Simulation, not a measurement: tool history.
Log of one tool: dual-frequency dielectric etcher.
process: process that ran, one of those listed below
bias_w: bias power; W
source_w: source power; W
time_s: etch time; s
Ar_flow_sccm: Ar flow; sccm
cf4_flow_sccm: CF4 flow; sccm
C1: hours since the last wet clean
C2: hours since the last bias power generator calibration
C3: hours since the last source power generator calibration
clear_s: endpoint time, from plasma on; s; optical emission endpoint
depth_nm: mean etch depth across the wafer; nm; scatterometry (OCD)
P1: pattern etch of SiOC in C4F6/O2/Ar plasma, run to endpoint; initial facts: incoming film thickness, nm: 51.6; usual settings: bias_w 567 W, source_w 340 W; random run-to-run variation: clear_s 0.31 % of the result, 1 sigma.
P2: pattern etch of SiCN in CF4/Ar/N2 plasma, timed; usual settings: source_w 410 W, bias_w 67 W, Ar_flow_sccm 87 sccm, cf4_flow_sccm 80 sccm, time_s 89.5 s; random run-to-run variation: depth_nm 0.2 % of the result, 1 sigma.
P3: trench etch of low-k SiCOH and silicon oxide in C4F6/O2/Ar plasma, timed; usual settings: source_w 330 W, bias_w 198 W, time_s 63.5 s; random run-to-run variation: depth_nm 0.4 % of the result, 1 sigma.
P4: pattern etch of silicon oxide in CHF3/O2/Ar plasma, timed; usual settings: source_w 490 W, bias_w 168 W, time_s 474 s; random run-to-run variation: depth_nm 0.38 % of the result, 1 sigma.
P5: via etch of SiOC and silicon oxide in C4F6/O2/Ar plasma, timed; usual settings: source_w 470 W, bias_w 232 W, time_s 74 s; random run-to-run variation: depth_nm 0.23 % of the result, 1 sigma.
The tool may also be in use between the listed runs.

run 1 day=0.233 | process=P1 bias_w=567 source_w=340 | C1=166.6 C2=1440.2 C3=1992.8 | clear_s=17.575
run 2 day=0.383 | process=P5 bias_w=232 source_w=470 time_s=49 | C1=170.2 C2=1443.8 C3=1996.4 | depth_nm=64.525
run 3 day=0.658 | process=P1 bias_w=567 source_w=340 | C1=176.8 C2=1450.4 C3=2003 | clear_s=17.438
run 4 day=0.912 | process=P1 bias_w=567 source_w=260 | C1=182.9 C2=1456.5 C3=2009.1 | clear_s=19.212
run 5 day=1.067 | process=P2 bias_w=67 source_w=410 time_s=89.5 Ar_flow_sccm=87 cf4_flow_sccm=60 | C1=186.6 C2=1460.2 C3=2012.8 | depth_nm=67.294
run 6 day=1.271 | process=P1 bias_w=567 source_w=340 | C1=191.5 C2=1465.1 C3=2017.7 | clear_s=17.533
run 7 day=1.45 | process=P3 bias_w=115 source_w=330 time_s=63.5 | C1=195.8 C2=1469.4 C3=2022 | depth_nm=167.2
run 8 day=1.592 | process=P2 bias_w=43 source_w=410 time_s=89.5 Ar_flow_sccm=87 cf4_flow_sccm=80 | C1=199.2 C2=1472.8 C3=2025.4 | depth_nm=61.222
run 9 day=1.842 | process=P2 bias_w=67 source_w=410 time_s=89.5 Ar_flow_sccm=57 cf4_flow_sccm=80 | C1=205.2 C2=1478.8 C3=2031.4 | depth_nm=73.864
run 10 day=2.021 | process=P4 bias_w=204 source_w=490 time_s=474 | C1=209.5 C2=1483.1 C3=2035.7 | depth_nm=927.31
run 11 day=2.283 | process=P1 bias_w=567 source_w=340 | C1=215.8 C2=1489.4 C3=2042 | clear_s=17.51
run 12 day=2.512 | process=P1 bias_w=394 source_w=340 | C1=221.3 C2=1494.9 C3=2047.5 | clear_s=20.144
run 13 day=2.696 | process=P3 bias_w=198 source_w=330 time_s=63.5 | C1=225.7 C2=1499.3 C3=2051.9 | depth_nm=198.08
run 14 day=2.821 | process=P2 bias_w=67 source_w=410 time_s=89.5 Ar_flow_sccm=87 cf4_flow_sccm=80 | C1=228.7 C2=1502.3 C3=2054.9 | depth_nm=70.429
-- day=2.838 source power generator calibrated
run 15 day=2.958 | process=P1 bias_w=567 source_w=450 | C1=232 C2=1505.6 C3=2.9 | clear_s=15.92
run 16 day=3.129 | process=P5 bias_w=232 source_w=470 time_s=74 | C1=236.1 C2=1509.7 C3=7 | depth_nm=98.272
run 17 day=3.358 | process=P2 bias_w=67 source_w=510 time_s=89.5 Ar_flow_sccm=87 cf4_flow_sccm=80 | C1=241.6 C2=1515.2 C3=12.5 | depth_nm=85.159
run 18 day=3.492 | process=P5 bias_w=232 source_w=470 time_s=74 | C1=244.8 C2=1518.4 C3=15.7 | depth_nm=98.015
run 19 day=3.746 | process=P4 bias_w=168 source_w=350 time_s=474 | C1=250.9 C2=1524.5 C3=21.8 | depth_nm=761.56
run 20 day=3.942 | process=P2 bias_w=67 source_w=410 time_s=89.5 Ar_flow_sccm=87 cf4_flow_sccm=80 | C1=255.6 C2=1529.2 C3=26.5 | depth_nm=70.305
run 21 day=4.158 | process=P2 bias_w=67 source_w=410 time_s=66 Ar_flow_sccm=87 cf4_flow_sccm=80 | C1=260.8 C2=1534.4 C3=31.7 | depth_nm=51.853
run 22 day=4.412 | process=P5 bias_w=156 source_w=470 time_s=74 | C1=266.9 C2=1540.5 C3=37.8 | depth_nm=86.189
run 23 day=4.562 | process=P3 bias_w=198 source_w=330 time_s=41 | C1=270.5 C2=1544.1 C3=41.4 | depth_nm=128.2
run 24 day=4.7 | process=P1 bias_w=720 source_w=280 | C1=273.8 C2=1547.4 C3=44.7 | clear_s=17.145
run 25 day=4.933 | process=P1 bias_w=735 source_w=340 | C1=279.4 C2=1553 C3=50.3 | clear_s=15.897
run 26 day=5.162 | process=P5 bias_w=232 source_w=660 time_s=74 | C1=284.9 C2=1558.5 C3=55.8 | depth_nm=111.56
run 27 day=5.375 | process=P4 bias_w=168 source_w=490 time_s=329 | C1=290 C2=1563.6 C3=60.9 | depth_nm=597.19
run 28 day=5.588 | process=P3 bias_w=198 source_w=330 time_s=63.5 | C1=295.1 C2=1568.7 C3=66 | depth_nm=198.43
run 29 day=5.842 | process=P4 bias_w=168 source_w=490 time_s=474 | C1=301.2 C2=1574.8 C3=72.1 | depth_nm=866.55
run 30 day=5.996 | process=P1 bias_w=567 source_w=340 | C1=304.9 C2=1578.5 C3=75.8 | clear_s=17.607
run 31 day=6.212 | process=P3 bias_w=198 source_w=390 time_s=63.5 | C1=310.1 C2=1583.7 C3=81 | depth_nm=209.72
run 32 day=6.421 | process=P1 bias_w=567 source_w=340 | C1=315.1 C2=1588.7 C3=86 | clear_s=17.637
run 33 day=6.542 | process=P1 bias_w=567 source_w=340 | C1=318 C2=1591.6 C3=88.9 | clear_s=17.548
run 34 day=6.683 | process=P1 bias_w=567 source_w=340 | C1=321.4 C2=1595 C3=92.3 | clear_s=17.416
run 35 day=6.829 | process=P1 bias_w=567 source_w=340 | C1=324.9 C2=1598.5 C3=95.8 | clear_s=17.436
run 36 day=7.046 | process=P1 bias_w=567 source_w=340 | C1=330.1 C2=1603.7 C3=101 | clear_s=17.361
run 37 day=7.279 | process=P1 bias_w=567 source_w=340 | C1=335.7 C2=1609.3 C3=106.6 | clear_s=17.262
-- day=7.488 wet clean of the chamber
run 38 day=7.517 | process=P1 bias_w=567 source_w=340 | C1=0.7 C2=1615 C3=112.3 | clear_s=17.342
run 39 day=7.729 | process=P1 bias_w=567 source_w=340 | C1=5.8 C2=1620.1 C3=117.4 | clear_s=17.339
run 40 day=7.892 | process=P1 bias_w=567 source_w=340 | C1=9.7 C2=1624 C3=121.3 | clear_s=17.362
run 41 day=8.075 | process=P1 bias_w=567 source_w=340 | C1=14.1 C2=1628.4 C3=125.7 | clear_s=17.292
run 42 day=8.246 | process=P1 bias_w=567 source_w=340 | C1=18.2 C2=1632.5 C3=129.8 | clear_s=17.329

Compared with where it was, what P1 gives has crept away. Each cause listed below fits the log as well as the rest, at the size given for it:
A: bias power that arrives over what is set, % = 4.09
B: source power that arrives over what is set, % = 4.29
The onset of the drift is placed at about day 6.421.
Other possible causes, and why each is ruled out:
chamber walls in a state that raises the etch rate, %: serviced at day 7.488, which brought nothing back

Listed below are the offered check runs, one wafer per run, with question marks in place of results. For which of them would the causes give clearly different outcomes?
run check 1 day=8.417 | process=P4 bias_w=168 source_w=360 time_s=474 | depth_nm=?
run check 2 day=8.417 | process=P2 bias_w=45 source_w=410 time_s=89.5 Ar_flow_sccm=87 cf4_flow_sccm=80 | depth_nm=?
run check 3 day=8.417 | process=P5 bias_w=171 source_w=470 time_s=74 | depth_nm=?
run check 4 day=8.417 | process=P3 bias_w=146 source_w=330 time_s=43.5 | depth_nm=?

Expected result of each check under each candidate cause:
check=check_1 result=depth_nm if_A=779.81 if_B=781.49
check=check_2 result=depth_nm if_A=62.723 if_B=64.344
check=check_3 result=depth_nm if_A=89.797 if_B=90.132
check=check_4 result=depth_nm if_A=124.87 if_B=125.39
Per-check spread between the two closest causes, in the result where they differ most: check 1 0.21 %; check 2 2.55 %; check 3 0.37 %; check 4 0.42 %
Only check 2 tells the causes apart: in the others they would give nearly the same result.

The results of check 2 are: depth_nm 62.8 nm. Based on these, which of the listed causes is it?

The cause is A: bias power that arrives over what is set, %.
